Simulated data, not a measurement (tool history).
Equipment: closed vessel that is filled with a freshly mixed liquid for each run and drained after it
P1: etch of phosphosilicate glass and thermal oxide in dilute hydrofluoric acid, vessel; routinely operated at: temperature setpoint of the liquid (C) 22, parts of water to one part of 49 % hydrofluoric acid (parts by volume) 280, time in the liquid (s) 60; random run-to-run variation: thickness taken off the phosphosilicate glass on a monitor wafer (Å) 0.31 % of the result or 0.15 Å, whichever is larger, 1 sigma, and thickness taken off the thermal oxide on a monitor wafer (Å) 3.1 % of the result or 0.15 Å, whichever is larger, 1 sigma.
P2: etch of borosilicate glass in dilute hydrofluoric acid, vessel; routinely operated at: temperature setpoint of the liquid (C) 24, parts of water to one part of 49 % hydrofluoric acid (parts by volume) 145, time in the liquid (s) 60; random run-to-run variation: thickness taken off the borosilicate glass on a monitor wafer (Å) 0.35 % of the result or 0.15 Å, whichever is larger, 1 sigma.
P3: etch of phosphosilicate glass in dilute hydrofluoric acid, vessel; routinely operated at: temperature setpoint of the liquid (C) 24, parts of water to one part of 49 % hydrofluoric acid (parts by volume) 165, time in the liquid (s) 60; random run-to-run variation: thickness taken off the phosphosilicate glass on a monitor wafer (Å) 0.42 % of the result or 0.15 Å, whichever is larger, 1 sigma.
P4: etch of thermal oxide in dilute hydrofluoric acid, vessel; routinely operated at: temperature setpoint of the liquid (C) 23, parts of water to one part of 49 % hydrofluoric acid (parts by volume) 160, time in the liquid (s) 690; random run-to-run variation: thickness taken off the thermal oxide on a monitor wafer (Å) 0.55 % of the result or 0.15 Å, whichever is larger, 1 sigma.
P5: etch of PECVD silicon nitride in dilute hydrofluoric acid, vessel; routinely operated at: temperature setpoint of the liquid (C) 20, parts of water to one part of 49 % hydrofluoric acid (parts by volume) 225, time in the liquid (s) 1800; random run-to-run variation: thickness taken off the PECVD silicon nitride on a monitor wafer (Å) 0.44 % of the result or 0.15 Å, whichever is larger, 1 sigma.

run,day,process that ran,temperature setpoint of the liquid (C),parts of water to one part of 49 % hydrofluoric acid (parts by volume),time in the liquid (s),hours since the thermometer was replaced,hours since the hydrofluoric acid flow meter was replaced,thickness taken off the phosphosilicate glass on a monitor wafer (Å),thickness taken off the thermal oxide on a monitor wafer (Å),thickness taken off the PECVD silicon nitride on a monitor wafer (Å),thickness taken off the borosilicate glass on a monitor wafer (Å)
1,0.238,P1,22,280,60,1487,795.6,222.27,8.0811,,
2,0.567,P1,22,280,60,1494.9,803.5,220.96,8.0917,,
3,1.067,P4,23,50,690,1506.9,815.5,,684.92,,
4,1.458,P1,27,280,30,1516.3,824.9,131.77,4.8058,,
5,1.933,P5,20,225,1800,1527.7,836.3,,,108.67,
6,2.35,P1,18,280,60,1537.7,846.3,191.87,6.6174,,
7,2.592,P3,24,165,60,1543.5,852.1,552.94,,,
# day 2.904: thermometer replaced
8,3.033,P3,24,55,60,3.2,862.7,1878.6,,,
9,3.275,P1,27.5,430,60,9,868.5,150.42,5.7664,,
10,3.729,P1,22,280,60,19.9,879.4,220.66,8.4619,,
11,4.133,P2,19.5,145,60,29.6,889.1,,,,66.981
12,4.612,P1,22,280,60,41.1,900.6,221.84,8.1408,,
13,4.838,P5,26.5,225,1800,46.5,906,,,164.98,
14,5.15,P5,20,225,1800,54,913.5,,,109.38,
15,5.533,P5,20,225,2855,63.2,922.7,,,172.99,
16,5.767,P3,24,165,60,68.8,928.3,544.69,,,
17,6.262,P1,22,280,60,80.7,940.2,221.79,8.2807,,
18,6.642,P2,24,30,60,89.8,949.3,,,,448.1
19,7.071,P1,22,75,60,100.1,959.6,1026.9,36.69,,
20,7.529,P1,22,280,60,111.1,970.6,222.08,8.0433,,
21,7.838,P2,24,145,110,118.5,978,,,,146.81
22,8.171,P4,23,160,690,126.5,986,,190.78,,
23,8.558,P1,22,280,85,135.8,995.3,315.13,11.226,,
24,8.862,P4,29.5,160,690,143.1,1002.6,,237.68,,
25,9.092,P3,24,165,95,148.6,1008.1,867,,,
26,9.358,P1,22,405,60,155,1014.5,137.83,4.8343,,
27,9.588,P1,28,280,60,160.5,1020,272.19,9.8644,,
28,10.029,P2,24,145,60,171.1,1030.6,,,,80.3
29,10.362,P3,20.5,165,60,179.1,1038.6,477.75,,,
30,10.742,P1,22,400,90,188.2,1047.7,209.12,7.4427,,
31,10.992,P1,22,280,30,194.2,1053.7,111.09,3.9433,,
32,11.254,P4,23,160,1325,200.5,1060,,359.16,,
33,11.679,P5,20,110,1800,210.7,1070.2,,,218.9,
34,11.938,P4,23,160,690,216.9,1076.4,,188.3,,
35,12.346,P2,24,145,60,226.7,1086.2,,,,80.082
36,12.596,P1,22,280,60,232.7,1092.2,222.14,7.7295,,
37,12.925,P1,22,280,60,240.6,1100.1,225.57,8.2478,,
38,13.283,P1,22,280,60,249.2,1108.7,229.04,8.5694,,
39,13.783,P1,22,280,60,261.2,1120.7,231.76,8.3212,,
40,14.271,P1,22,280,60,272.9,1132.4,232.68,8.2894,,
41,14.583,P1,22,280,60,280.4,1139.9,235.02,8.8002,,
42,14.825,P1,22,280,60,286.2,1145.7,232.98,8.6309,,
43,15.321,P1,22,280,60,298.1,1157.6,234.91,8.5414,,
44,15.604,P1,22,280,60,304.9,1164.4,235.86,8.9957,,

Compared with where it was, what P1 gives has crept away. Each cause listed below fits the log as well as the rest, at the size given for it:
A: liquid hotter than its thermometer reads (K) = 1.56
B: hydrofluoric acid flow above the setpoint (%) = 4.49
The gradual shift began around day 12.596.

4 check runs are offered, one wafer each, their results left as question marks. Which one tells the causes apart?
check 1,15.888,P2,24,145,60,,,,,,?
check 2,15.888,P3,24,165,60,,,?,,,
check 3,15.888,P5,20,225,1800,,,,,?,
check 4,15.888,P4,23,160,690,,,,?,,

Predicted outcomes, by check and by cause:
check,result,if A,if B
check 1,thickness taken off the borosilicate glass on a monitor wafer (Å),84.949,84.25
check 2,thickness taken off the phosphosilicate glass on a monitor wafer (Å),581.33,577.48
check 3,thickness taken off the PECVD silicon nitride on a monitor wafer (Å),120.66,113.85
check 4,thickness taken off the thermal oxide on a monitor wafer (Å),199.72,198.17
How far apart the two closest causes lie, in the result that separates them most: check 1 0.83 %; check 2 0.66 %; check 3 5.81 %; check 4 0.78 %
Check 3 tells the causes apart: in the others they would give nearly the same result.

With check 3 done, the readings were: thickness taken off the PECVD silicon nitride on a monitor wafer (Å) 120.7. Identify which of the listed causes applies.

A is the cause: liquid hotter than its thermometer reads (K).
